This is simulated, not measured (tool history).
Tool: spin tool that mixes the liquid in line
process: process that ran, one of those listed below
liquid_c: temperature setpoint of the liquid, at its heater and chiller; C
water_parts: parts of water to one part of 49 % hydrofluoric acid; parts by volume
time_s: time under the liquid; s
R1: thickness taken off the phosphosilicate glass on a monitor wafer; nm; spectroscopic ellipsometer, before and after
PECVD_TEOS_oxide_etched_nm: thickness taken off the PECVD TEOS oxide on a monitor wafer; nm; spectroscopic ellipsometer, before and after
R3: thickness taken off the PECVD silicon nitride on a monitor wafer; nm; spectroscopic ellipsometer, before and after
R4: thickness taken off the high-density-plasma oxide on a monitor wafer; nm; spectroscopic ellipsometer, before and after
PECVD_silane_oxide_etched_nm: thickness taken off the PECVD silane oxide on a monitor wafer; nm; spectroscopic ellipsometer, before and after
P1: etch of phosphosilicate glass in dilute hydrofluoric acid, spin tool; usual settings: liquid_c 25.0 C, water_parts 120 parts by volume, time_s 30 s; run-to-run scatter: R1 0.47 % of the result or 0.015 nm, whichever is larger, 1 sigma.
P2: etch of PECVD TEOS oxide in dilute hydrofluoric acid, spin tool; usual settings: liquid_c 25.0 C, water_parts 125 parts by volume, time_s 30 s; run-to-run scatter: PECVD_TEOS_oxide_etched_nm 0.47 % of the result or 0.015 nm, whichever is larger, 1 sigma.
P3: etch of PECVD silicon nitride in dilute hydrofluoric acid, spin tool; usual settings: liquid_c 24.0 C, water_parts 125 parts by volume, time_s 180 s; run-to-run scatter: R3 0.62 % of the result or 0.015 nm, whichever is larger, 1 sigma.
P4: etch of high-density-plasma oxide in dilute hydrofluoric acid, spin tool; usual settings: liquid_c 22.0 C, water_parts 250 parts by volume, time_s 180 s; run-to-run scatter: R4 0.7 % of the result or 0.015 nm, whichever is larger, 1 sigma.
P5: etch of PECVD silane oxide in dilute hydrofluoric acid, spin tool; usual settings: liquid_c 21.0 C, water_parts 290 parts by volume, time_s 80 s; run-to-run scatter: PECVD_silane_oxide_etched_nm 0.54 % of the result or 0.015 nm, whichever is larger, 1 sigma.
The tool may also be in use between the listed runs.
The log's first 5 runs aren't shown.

{"run": 6, "hour": 27.1, "process": "P1", "liquid_c": 25.0, "water_parts": 70, "time_s": 30, "R1": 53.076}
{"run": 7, "hour": 31.8, "process": "P3", "liquid_c": 18.0, "water_parts": 125, "time_s": 180, "R3": 3.2015}
{"run": 8, "hour": 35.4, "process": "P1", "liquid_c": 25.0, "water_parts": 120, "time_s": 30, "R1": 28.987}
{"run": 9, "hour": 37.7, "process": "P4", "liquid_c": 22.0, "water_parts": 250, "time_s": 180, "R4": 2.9552}
{"hour": 42.6, "done": "hydrofluoric acid flow meter replaced"}
{"run": 10, "hour": 42.7, "process": "P4", "liquid_c": 28.0, "water_parts": 250, "time_s": 180, "R4": 3.6408}
{"run": 11, "hour": 45.4, "process": "P3", "liquid_c": 24.0, "water_parts": 125, "time_s": 180, "R3": 4.8695}
{"run": 12, "hour": 49.5, "process": "P4", "liquid_c": 22.0, "water_parts": 250, "time_s": 100, "R4": 1.6362}
{"run": 13, "hour": 52.6, "process": "P1", "liquid_c": 17.0, "water_parts": 120, "time_s": 30, "R1": 20.99}
{"run": 14, "hour": 57.2, "process": "P5", "liquid_c": 21.0, "water_parts": 500, "time_s": 80, "PECVD_silane_oxide_etched_nm": 4.8998}
{"run": 15, "hour": 60.6, "process": "P2", "liquid_c": 25.0, "water_parts": 125, "time_s": 50, "PECVD_TEOS_oxide_etched_nm": 11.313}
{"run": 16, "hour": 64.8, "process": "P5", "liquid_c": 17.0, "water_parts": 290, "time_s": 80, "PECVD_silane_oxide_etched_nm": 8.7119}
{"run": 17, "hour": 68.5, "process": "P1", "liquid_c": 25.0, "water_parts": 120, "time_s": 30, "R1": 29.141}
{"run": 18, "hour": 73.6, "process": "P1", "liquid_c": 25.0, "water_parts": 120, "time_s": 30, "R1": 29.046}
{"run": 19, "hour": 76.3, "process": "P1", "liquid_c": 25.0, "water_parts": 120, "time_s": 30, "R1": 29.188}
{"run": 20, "hour": 80.0, "process": "P1", "liquid_c": 25.0, "water_parts": 60, "time_s": 60, "R1": 125.69}
{"run": 21, "hour": 84.4, "process": "P1", "liquid_c": 25.0, "water_parts": 120, "time_s": 30, "R1": 29.101}
{"run": 22, "hour": 87.8, "process": "P5", "liquid_c": 21.0, "water_parts": 290, "time_s": 145, "PECVD_silane_oxide_etched_nm": 18.347}
{"run": 23, "hour": 90.5, "process": "P4", "liquid_c": 22.0, "water_parts": 150, "time_s": 180, "R4": 5.4164}
{"run": 24, "hour": 94.3, "process": "P3", "liquid_c": 24.0, "water_parts": 125, "time_s": 330, "R3": 8.8761}
{"run": 25, "hour": 97.3, "process": "P1", "liquid_c": 25.0, "water_parts": 120, "time_s": 55, "R1": 53.415}
{"run": 26, "hour": 102.0, "process": "P5", "liquid_c": 21.0, "water_parts": 290, "time_s": 80, "PECVD_silane_oxide_etched_nm": 10.23}
{"run": 27, "hour": 104.4, "process": "P3", "liquid_c": 24.0, "water_parts": 125, "time_s": 180, "R3": 4.8457}
{"run": 28, "hour": 107.5, "process": "P5", "liquid_c": 21.0, "water_parts": 290, "time_s": 80, "PECVD_silane_oxide_etched_nm": 10.119}

Run 29 comes next. What will it give?
{"run": 29, "hour": 112.6, "process": "P1", "liquid_c": 32.5, "water_parts": 120, "time_s": 30, "R1": "?"}

{"run 29": {"R1": 38.32}}
